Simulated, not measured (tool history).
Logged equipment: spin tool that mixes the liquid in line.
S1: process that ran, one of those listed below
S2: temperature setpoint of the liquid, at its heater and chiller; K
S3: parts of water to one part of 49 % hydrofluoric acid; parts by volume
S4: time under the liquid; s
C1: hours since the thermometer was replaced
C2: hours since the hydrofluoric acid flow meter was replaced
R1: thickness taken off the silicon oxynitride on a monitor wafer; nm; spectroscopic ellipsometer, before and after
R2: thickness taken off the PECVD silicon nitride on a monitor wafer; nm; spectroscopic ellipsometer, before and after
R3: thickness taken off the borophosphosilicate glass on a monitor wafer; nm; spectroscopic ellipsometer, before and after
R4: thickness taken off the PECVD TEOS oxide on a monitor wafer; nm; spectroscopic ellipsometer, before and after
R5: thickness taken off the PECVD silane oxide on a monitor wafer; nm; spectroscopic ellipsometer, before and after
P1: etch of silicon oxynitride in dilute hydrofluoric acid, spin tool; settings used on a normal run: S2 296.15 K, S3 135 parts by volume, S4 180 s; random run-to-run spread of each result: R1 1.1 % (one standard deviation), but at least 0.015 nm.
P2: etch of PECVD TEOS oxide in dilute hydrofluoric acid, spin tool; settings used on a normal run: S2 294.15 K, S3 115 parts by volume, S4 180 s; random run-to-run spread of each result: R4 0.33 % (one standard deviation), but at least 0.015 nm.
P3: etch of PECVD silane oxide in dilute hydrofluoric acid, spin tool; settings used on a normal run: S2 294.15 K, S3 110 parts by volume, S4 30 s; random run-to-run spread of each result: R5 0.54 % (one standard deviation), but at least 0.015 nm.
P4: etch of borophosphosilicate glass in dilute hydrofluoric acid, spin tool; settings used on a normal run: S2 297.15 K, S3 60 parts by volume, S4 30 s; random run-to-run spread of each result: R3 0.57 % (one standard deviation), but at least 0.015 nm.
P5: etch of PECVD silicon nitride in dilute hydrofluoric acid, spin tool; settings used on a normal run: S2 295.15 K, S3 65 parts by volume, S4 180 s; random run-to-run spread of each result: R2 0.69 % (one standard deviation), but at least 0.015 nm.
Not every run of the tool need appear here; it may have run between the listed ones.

Run 1, hour 12.4: S1 P1, S2 296.15 K, S3 135 parts by volume, S4 180 s; C1 648.4; C2 775.7. Result: R1 2.4087 nm.
Run 2, hour 22.6: S1 P1, S2 296.15 K, S3 65 parts by volume, S4 180 s; C1 658.6; C2 785.9. Result: R1 5.2796 nm.
Run 3, hour 38.4: S1 P1, S2 303.65 K, S3 220 parts by volume, S4 180 s; C1 674.4; C2 801.7. Result: R1 1.9181 nm.
Run 4, hour 46.2: S1 P1, S2 296.15 K, S3 135 parts by volume, S4 180 s; C1 682.2; C2 809.5. Result: R1 2.4532 nm.
Run 5, hour 61.7: S1 P5, S2 295.15 K, S3 65 parts by volume, S4 275 s; C1 697.7; C2 825. Result: R2 6.2332 nm.
Run 6, hour 77.2: S1 P1, S2 296.15 K, S3 135 parts by volume, S4 180 s; C1 713.2; C2 840.5. Result: R1 2.4475 nm.
Run 7, hour 85.7: S1 P1, S2 296.15 K, S3 135 parts by volume, S4 180 s; C1 721.7; C2 849. Result: R1 2.365 nm.
Run 8, hour 94.6: S1 P1, S2 296.15 K, S3 135 parts by volume, S4 180 s; C1 730.6; C2 857.9. Result: R1 2.4312 nm.
Run 9, hour 110.9: S1 P4, S2 297.15 K, S3 60 parts by volume, S4 30 s; C1 746.9; C2 874.2. Result: R3 45.986 nm.
Run 10, hour 124.5: S1 P1, S2 296.15 K, S3 190 parts by volume, S4 25 s; C1 760.5; C2 887.8. Result: R1 0.25086 nm.
Run 11, hour 137.8: S1 P5, S2 295.15 K, S3 65 parts by volume, S4 180 s; C1 773.8; C2 901.1. Result: R2 4.132 nm.
Run 12, hour 152.6: S1 P5, S2 303.15 K, S3 65 parts by volume, S4 180 s; C1 788.6; C2 915.9. Result: R2 6.884 nm.
Run 13, hour 169.4: S1 P5, S2 295.15 K, S3 110 parts by volume, S4 180 s; C1 805.4; C2 932.7. Result: R2 2.4623 nm.
Run 14, hour 185.1: S1 P2, S2 294.15 K, S3 115 parts by volume, S4 265 s; C1 821.1; C2 948.4. Result: R4 23.629 nm.
Run 15, hour 196.7: S1 P1, S2 292.15 K, S3 135 parts by volume, S4 180 s; C1 832.7; C2 960. Result: R1 1.9848 nm.
Run 16, hour 206.8: S1 P1, S2 296.15 K, S3 135 parts by volume, S4 25 s; C1 842.8; C2 970.1. Result: R1 0.3386 nm.
Run 17, hour 221.9: S1 P4, S2 297.15 K, S3 85 parts by volume, S4 30 s; C1 857.9; C2 985.2. Result: R3 31.402 nm.
Run 18, hour 234.1: S1 P1, S2 296.15 K, S3 135 parts by volume, S4 180 s; C1 870.1; C2 997.4. Result: R1 2.4523 nm.
Run 19, hour 248.2: S1 P4, S2 297.15 K, S3 60 parts by volume, S4 60 s; C1 884.2; C2 1011.5. Result: R3 92.568 nm.
Run 20, hour 263.9: S1 P2, S2 294.15 K, S3 20 parts by volume, S4 180 s; C1 899.9; C2 1027.2. Result: R4 103.02 nm.
Run 21, hour 275.6: S1 P3, S2 294.15 K, S3 110 parts by volume, S4 60 s; C1 911.6; C2 1038.9. Result: R5 19.144 nm.
Run 22, hour 292.9: S1 P1, S2 303.65 K, S3 135 parts by volume, S4 180 s; C1 928.9; C2 1056.2. Result: R1 3.3585 nm.
Run 23, hour 308.2: S1 P2, S2 290.15 K, S3 115 parts by volume, S4 180 s; C1 944.2; C2 1071.5. Result: R4 13.625 nm.
Run 24, hour 324.1: S1 P3, S2 294.15 K, S3 110 parts by volume, S4 30 s; C1 960.1; C2 1087.4. Result: R5 9.5531 nm.
Run 25, hour 332.9: S1 P1, S2 296.15 K, S3 225 parts by volume, S4 180 s; C1 968.9; C2 1096.2. Result: R1 1.3706 nm.
Run 26, hour 344.1: S1 P1, S2 296.15 K, S3 135 parts by volume, S4 180 s; C1 980.1; C2 1107.4. Result: R1 2.4018 nm.
Run 27, hour 360.5: S1 P5, S2 295.15 K, S3 65 parts by volume, S4 180 s; C1 996.5; C2 1123.8. Result: R2 4.0739 nm.
Run 28, hour 368.8: S1 P4, S2 290.65 K, S3 60 parts by volume, S4 30 s; C1 1004.8; C2 1132.1. Result: R3 35.397 nm.
Run 29, hour 385.8: S1 P2, S2 294.15 K, S3 115 parts by volume, S4 180 s; C1 1021.8; C2 1149.1. Result: R4 16.069 nm.
Run 30, hour 403.6: S1 P1, S2 296.15 K, S3 135 parts by volume, S4 340 s; C1 1039.6; C2 1166.9. Result: R1 4.5923 nm.
Run 31, hour 411.4: S1 P3, S2 290.15 K, S3 110 parts by volume, S4 30 s; C1 1047.4; C2 1174.7. Result: R5 8.1543 nm.
Run 32, hour 423.6: S1 P4, S2 297.15 K, S3 60 parts by volume, S4 30 s; C1 1059.6; C2 1186.9. Result: R3 46.388 nm.
Run 33, hour 435.6: S1 P3, S2 294.15 K, S3 65 parts by volume, S4 30 s; C1 1071.6; C2 1198.9. Result: R5 17.075 nm.
Run 34, hour 444.6: S1 P1, S2 296.15 K, S3 135 parts by volume, S4 180 s; C1 1080.6; C2 1207.9. Result: R1 2.3884 nm.
Run 35, hour 456.6: S1 P1, S2 296.15 K, S3 135 parts by volume, S4 180 s; C1 1092.6; C2 1219.9. Result: R1 2.3586 nm.
Run 36, hour 471: S1 P1, S2 296.15 K, S3 135 parts by volume, S4 180 s; C1 1107; C2 1234.3. Result: R1 2.3606 nm.
Run 37, hour 486.5: S1 P1, S2 296.15 K, S3 135 parts by volume, S4 180 s; C1 1122.5; C2 1249.8. Result: R1 2.2737 nm.
Run 38, hour 500.2: S1 P1, S2 296.15 K, S3 135 parts by volume, S4 180 s; C1 1136.2; C2 1263.5. Result: R1 2.2723 nm.
Run 39, hour 517.5: S1 P1, S2 296.15 K, S3 135 parts by volume, S4 180 s; C1 1153.5; C2 1280.8. Result: R1 2.2412 nm.
Run 40, hour 531.2: S1 P1, S2 296.15 K, S3 135 parts by volume, S4 180 s; C1 1167.2; C2 1294.5. Result: R1 2.2605 nm.
Run 41, hour 540.9: S1 P1, S2 296.15 K, S3 135 parts by volume, S4 180 s; C1 1176.9; C2 1304.2. Result: R1 2.2803 nm.

The log shows P1 creeping away from where it was. Any of the 2 causes listed here, at the size stated for it, fits the log just as well as the others:
A: liquid colder than its thermometer reads (K) = 1.5
B: hydrofluoric acid flow below the setpoint (%) = 6.14
Onset of the creep was near hour 444.6.

Consider the 4 check runs below, whose results appear as question marks and each of which averages 3 wafers. Which one distinguishes the causes, in that each cause would give it a clearly different result?
Run check 1, hour 550.6: S1 P3, S2 294.15 K, S3 80 parts by volume, S4 50 s. Result: R5 ?.
Run check 2, hour 550.6: S1 P4, S2 291.15 K, S3 60 parts by volume, S4 30 s. Result: R3 ?.
Run check 3, hour 550.6: S1 P5, S2 301.15 K, S3 65 parts by volume, S4 180 s. Result: R2 ?.
Run check 4, hour 550.6: S1 P2, S2 290.65 K, S3 50 parts by volume, S4 180 s. Result: R4 ?.

Expected result of each check under each candidate cause:
  check  result    if A    if B
check 1      R5  21.363   21.21
check 2      R3  33.697  33.595
check 3      R2  5.5321  5.7299
check 4      R4  32.118  32.064
Smallest distance between any two causes, each pair judged by its most separating result, in per cent: check 1 0.72 %; check 2 0.3 %; check 3 3.51 %; check 4 0.17 %
The other checks would show nearly matching results whichever cause is true, so check 3 is the only one that separates the causes.

Running check 3 produced the following: R2 5.4745 nm. Which one of the listed causes fits?

A is the cause: liquid colder than its thermometer reads (K).

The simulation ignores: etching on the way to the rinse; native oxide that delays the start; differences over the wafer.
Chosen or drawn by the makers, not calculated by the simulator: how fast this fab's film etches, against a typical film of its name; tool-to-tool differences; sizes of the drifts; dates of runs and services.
